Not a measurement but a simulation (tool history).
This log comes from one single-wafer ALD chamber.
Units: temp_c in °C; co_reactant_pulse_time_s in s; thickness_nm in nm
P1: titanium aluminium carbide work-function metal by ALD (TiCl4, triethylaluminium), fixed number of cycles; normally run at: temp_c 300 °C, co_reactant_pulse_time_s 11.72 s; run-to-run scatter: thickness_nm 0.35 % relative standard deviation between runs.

run    day  temp_c  co_reactant_pulse_time_s  hours since the last thermocouple change  hours since the last triethylaluminium bottle change  thickness_nm
  1  0.333     300                     11.72                                     403.4                                                 373.3        2.0002
  2  0.946     279                     11.72                                     418.1                                                   388        1.8058
  3  1.383     277                     18.09                                     428.6                                                 398.5        1.8374
  4  1.696     324                     11.72                                     436.1                                                   406        2.2054
  5  1.971     300                     11.72                                     442.7                                                 412.6        2.0053
  6  2.375     300                     19.37                                     452.4                                                 422.3        2.0228
  7  2.929     300                     11.72                                     465.7                                                 435.6        1.9997
  8  3.562     285                     16.42                                     480.9                                                 450.8        1.8966
  9  4.071     300                     11.72                                     493.1                                                   463        2.0086
 10  4.629     300                     11.72                                     506.5                                                 476.4        1.9837
 11    5.1     300                      5.57                                     517.8                                                 487.7        1.7381
 12  5.404     300                     11.72                                     525.1                                                   495        1.9982
 13  5.988     300                     11.72                                     539.1                                                   509        1.9884
 14  6.562     300                     11.72                                     552.9                                                 522.8        1.9769
 15  6.904     300                     11.72                                     561.1                                                   531        1.9599
 16  7.338     300                     11.72                                     571.5                                                 541.4        1.9792
 17  7.683     300                     11.72                                     579.8                                                 549.7         1.971
 18  8.283     300                     11.72                                     594.2                                                 564.1        1.9624
 19   8.85     300                     11.72                                     607.8                                                 577.7        1.9755
 20  9.288     300                     11.72                                     618.3                                                 588.2        1.9561
 21  9.821     300                     11.72                                     631.1                                                   601         1.956

P1 has crept away from where it was. The log is fitted equally well by each of these 2 causes, at the sizes shown:
A: wafer temperature below the value expected at the setpoint (K) = 4.02
B: triethylaluminium dose below that of a fresh bottle (%) = 16.8
The creep began at about day 5.404.

Question marks stand in for the results of the 4 check runs listed below, each run on one wafer. Under which run would the listed causes show clearly different results?
check 1  10.354     279                     11.72                                                                                                             ?
check 2  10.354     285                     11.72                                                                                                             ?
check 3  10.354     300                      6.84                                                                                                             ?
check 4  10.354     314                     14.81                                                                                                             ?

What each check would give under each cause:
  check        result    if A    if B
check 1  thickness_nm  1.7853  1.7878
check 2  thickness_nm  1.8363  1.8382
check 3  thickness_nm  1.8113  1.7499
check 4  thickness_nm  2.1118  2.1297
Gap, in per cent, between the two causes that each check separates least, read from the result that separates them most: check 1 0.14 %; check 2 0.1 %; check 3 3.45 %; check 4 0.84 %
Of the check runs offered, only check 3 discriminates between the causes; the rest would read about the same regardless of which cause applies.

Here is what check 3 returned: thickness_nm 1.7516 nm. Which cause is it?

It is B: triethylaluminium dose below that of a fresh bottle (%).
